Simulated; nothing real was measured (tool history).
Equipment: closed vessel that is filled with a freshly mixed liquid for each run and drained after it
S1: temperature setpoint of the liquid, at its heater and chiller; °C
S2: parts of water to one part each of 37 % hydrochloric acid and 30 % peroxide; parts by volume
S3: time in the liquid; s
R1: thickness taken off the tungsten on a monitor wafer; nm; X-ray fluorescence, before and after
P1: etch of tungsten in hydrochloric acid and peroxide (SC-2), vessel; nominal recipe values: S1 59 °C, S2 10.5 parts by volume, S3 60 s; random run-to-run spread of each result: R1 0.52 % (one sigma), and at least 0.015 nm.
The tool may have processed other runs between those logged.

run 1 hour=8.9 | S1=59 S2=10.5 S3=60 | R1=32.773
run 2 hour=22.5 | S1=59 S2=10.5 S3=60 | R1=32.843
run 3 hour=36.3 | S1=72 S2=10.5 S3=85 | R1=102.22
run 4 hour=44.8 | S1=59 S2=10.5 S3=60 | R1=32.755
run 5 hour=56.1 | S1=59 S2=10.5 S3=105 | R1=57.161
run 6 hour=68.9 | S1=43 S2=10.5 S3=60 | R1=11.344
run 7 hour=76.2 | S1=71.5 S2=10.5 S3=60 | R1=70.024
run 8 hour=90.4 | S1=59 S2=10.5 S3=60 | R1=32.626
run 9 hour=105.7 | S1=59 S2=10.5 S3=60 | R1=32.694
run 10 hour=119.6 | S1=59 S2=10.5 S3=30 | R1=16.35
run 11 hour=131.2 | S1=59 S2=4 S3=60 | R1=68.45
run 12 hour=142.7 | S1=59 S2=19 S3=60 | R1=19.539
run 13 hour=155.9 | S1=59 S2=10.5 S3=60 | R1=32.868
run 14 hour=163.2 | S1=59 S2=10.5 S3=60 | R1=33.729
run 15 hour=172.5 | S1=59 S2=10.5 S3=60 | R1=34.748
run 16 hour=180.7 | S1=59 S2=10.5 S3=60 | R1=34.915
run 17 hour=194 | S1=59 S2=10.5 S3=60 | R1=35.921
run 18 hour=201.3 | S1=59 S2=10.5 S3=60 | R1=35.315
run 19 hour=214.5 | S1=59 S2=10.5 S3=60 | R1=35.672
run 20 hour=228.5 | S1=59 S2=10.5 S3=60 | R1=35.782

What P1 gives has crept away from where it was. These 2 causes fit the log equally well, each at the size given:
A: chemicals flow above the setpoint (%) = 11.3
B: liquid hotter than its thermometer reads (K) = 1.43
The creep began at about hour 155.9.
Every other cause this tool's parts could produce, and why it does not fit the log:
peroxide weaker than its label (%): at most 8, giving a -7.4 % change in R1: too small, or against the direction of the creep

You are offered 4 check runs, listed below with question marks in place of their results; each one averages 2 wafers. Which run separates the listed causes by giving clearly different results for each?
run check 1 hour=242.5 | S1=43.5 S2=4 S3=60 | R1=?
run check 2 hour=242.5 | S1=66.5 S2=10.5 S3=30 | R1=?
run check 3 hour=242.5 | S1=71 S2=10.5 S3=60 | R1=?
run check 4 hour=242.5 | S1=59 S2=18.5 S3=30 | R1=?

Outcome of each check run for each possible cause:
check=check_1 result=R1 if_A=26.233 if_B=26.999
check=check_2 result=R1 if_A=28.445 if_B=28.354
check=check_3 result=R1 if_A=74.378 if_B=73.976
check=check_4 result=R1 if_A=10.994 if_B=10.926
Distance between the nearest two causes, measured in the result of the check that separates them most: check 1 2.88 %; check 2 0.32 %; check 3 0.54 %; check 4 0.62 %
Check 1 tells the causes apart: in the others they would give nearly the same result.

The results of check 1 are: R1 26.314 nm. Based on these, which of the listed causes is it?

The cause is A: chemicals flow above the setpoint (%).
